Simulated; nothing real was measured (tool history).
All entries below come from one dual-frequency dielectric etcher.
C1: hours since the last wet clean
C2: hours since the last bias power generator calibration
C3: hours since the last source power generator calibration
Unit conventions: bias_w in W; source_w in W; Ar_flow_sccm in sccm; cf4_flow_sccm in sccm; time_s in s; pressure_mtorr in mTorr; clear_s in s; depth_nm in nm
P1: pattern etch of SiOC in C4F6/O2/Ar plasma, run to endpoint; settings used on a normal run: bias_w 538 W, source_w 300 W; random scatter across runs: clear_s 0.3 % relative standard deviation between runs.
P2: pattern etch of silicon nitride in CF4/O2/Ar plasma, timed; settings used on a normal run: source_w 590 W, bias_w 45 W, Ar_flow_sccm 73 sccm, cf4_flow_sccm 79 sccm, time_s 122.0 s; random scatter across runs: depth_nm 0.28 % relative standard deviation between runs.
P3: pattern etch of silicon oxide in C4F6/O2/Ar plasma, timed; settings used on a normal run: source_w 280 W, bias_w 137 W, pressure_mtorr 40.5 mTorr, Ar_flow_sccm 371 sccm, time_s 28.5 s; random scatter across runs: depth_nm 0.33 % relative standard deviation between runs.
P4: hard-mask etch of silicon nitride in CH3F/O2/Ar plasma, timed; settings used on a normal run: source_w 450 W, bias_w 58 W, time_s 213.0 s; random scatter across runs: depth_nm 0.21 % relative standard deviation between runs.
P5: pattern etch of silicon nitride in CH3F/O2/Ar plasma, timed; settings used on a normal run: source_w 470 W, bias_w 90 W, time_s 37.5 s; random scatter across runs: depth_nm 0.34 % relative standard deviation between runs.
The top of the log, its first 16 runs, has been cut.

Run 17, day 8.646: process P5, bias_w 90 W, source_w 630 W, time_s 37.5 s; C1 340.8; C2 820.1; C3 1777.0. Result: depth_nm 34.373 nm.
Run 18, day 9.071: process P5, bias_w 90 W, source_w 470 W, time_s 48.0 s; C1 351.0; C2 830.3; C3 1787.2. Result: depth_nm 39.132 nm.
Run 19, day 9.738: process P1, bias_w 538 W, source_w 210 W; C1 367.0; C2 846.3; C3 1803.2. Result: clear_s 11.4190 s.
Run 20, day 10.438: process P1, bias_w 538 W, source_w 300 W; C1 383.8; C2 863.1; C3 1820.0. Result: clear_s 10.0190 s.
Run 21, day 10.850: process P1, bias_w 360 W, source_w 200 W; C1 393.7; C2 873.0; C3 1829.9. Result: clear_s 13.5480 s.
Run 22, day 11.304: process P1, bias_w 686 W, source_w 300 W; C1 404.6; C2 883.9; C3 1840.8. Result: clear_s 9.0488 s.
Run 23, day 12.046: process P4, bias_w 58 W, source_w 300 W, time_s 213.0 s; C1 422.4; C2 901.7; C3 1858.6. Result: depth_nm 127.450 nm.
Run 24, day 12.604: process P5, bias_w 90 W, source_w 470 W, time_s 37.5 s; C1 435.8; C2 915.1; C3 1872.0. Result: depth_nm 30.862 nm.
Run 25, day 13.038: process P5, bias_w 110 W, source_w 470 W, time_s 37.5 s; C1 446.2; C2 925.5; C3 1882.4. Result: depth_nm 33.042 nm.
Run 26, day 13.742: process P3, bias_w 137 W, source_w 280 W, Ar_flow_sccm 276 sccm, time_s 28.5 s, pressure_mtorr 40.5 mTorr; C1 463.1; C2 942.4; C3 1899.3. Result: depth_nm 68.508 nm.
Run 27, day 14.208: process P3, bias_w 137 W, source_w 280 W, Ar_flow_sccm 371 sccm, time_s 28.5 s, pressure_mtorr 40.5 mTorr; C1 474.3; C2 953.6; C3 1910.5. Result: depth_nm 66.796 nm.
Run 28, day 14.971: process P4, bias_w 58 W, source_w 450 W, time_s 213.0 s; C1 492.6; C2 971.9; C3 1928.8. Result: depth_nm 148.030 nm.
Run 29, day 15.333: process P5, bias_w 90 W, source_w 470 W, time_s 37.5 s; C1 501.3; C2 980.6; C3 1937.5. Result: depth_nm 30.848 nm.
Run 30, day 16.104: process P1, bias_w 538 W, source_w 300 W; C1 519.8; C2 999.1; C3 1956.0. Result: clear_s 10.0310 s.
Run 31, day 16.871: process P1, bias_w 538 W, source_w 300 W; C1 538.2; C2 1017.5; C3 1974.4. Result: clear_s 10.0480 s.
Run 32, day 17.550: process P2, bias_w 45 W, source_w 590 W, Ar_flow_sccm 93 sccm, cf4_flow_sccm 79 sccm, time_s 122.0 s; C1 554.5; C2 1033.8; C3 1990.7. Result: depth_nm 245.610 nm.
Run 33, day 18.304: process P2, bias_w 45 W, source_w 590 W, Ar_flow_sccm 73 sccm, cf4_flow_sccm 79 sccm, time_s 178.5 s; C1 572.6; C2 1051.9; C3 2008.8. Result: depth_nm 369.300 nm.
Run 34, day 18.767: process P4, bias_w 80 W, source_w 450 W, time_s 213.0 s; C1 583.7; C2 1063.0; C3 2019.9. Result: depth_nm 166.070 nm.
Run 35, day 19.408: process P3, bias_w 184 W, source_w 280 W, Ar_flow_sccm 371 sccm, time_s 28.5 s, pressure_mtorr 40.5 mTorr; C1 599.1; C2 1078.4; C3 2035.3. Result: depth_nm 73.511 nm.
Run 36, day 20.112: process P1, bias_w 720 W, source_w 360 W; C1 616.0; C2 1095.3; C3 2052.2. Result: clear_s 8.3352 s.
Run 37, day 20.758: process P1, bias_w 538 W, source_w 300 W; C1 631.5; C2 1110.8; C3 2067.7. Result: clear_s 10.0140 s.
Run 38, day 21.312: process P1, bias_w 538 W, source_w 300 W; C1 644.8; C2 1124.1; C3 2081.0. Result: clear_s 10.0650 s.
Run 39, day 22.062: process P1, bias_w 538 W, source_w 300 W; C1 662.8; C2 1142.1; C3 2099.0. Result: clear_s 10.0850 s.
Run 40, day 22.604: process P1, bias_w 538 W, source_w 300 W; C1 675.8; C2 1155.1; C3 2112.0. Result: clear_s 10.1430 s.
Run 41, day 23.117: process P1, bias_w 538 W, source_w 300 W; C1 688.1; C2 1167.4; C3 2124.3. Result: clear_s 10.1490 s.

Run 42 is up next; what results do you expect?
At day 23.188: wet clean of the chamber.
Run 42, day 23.496: process P1, bias_w 538 W, source_w 300 W; C1 7.4; C2 1176.5; C3 2133.4. Result: clear_s ?.

{"run 42": {"clear_s": 10.215}}
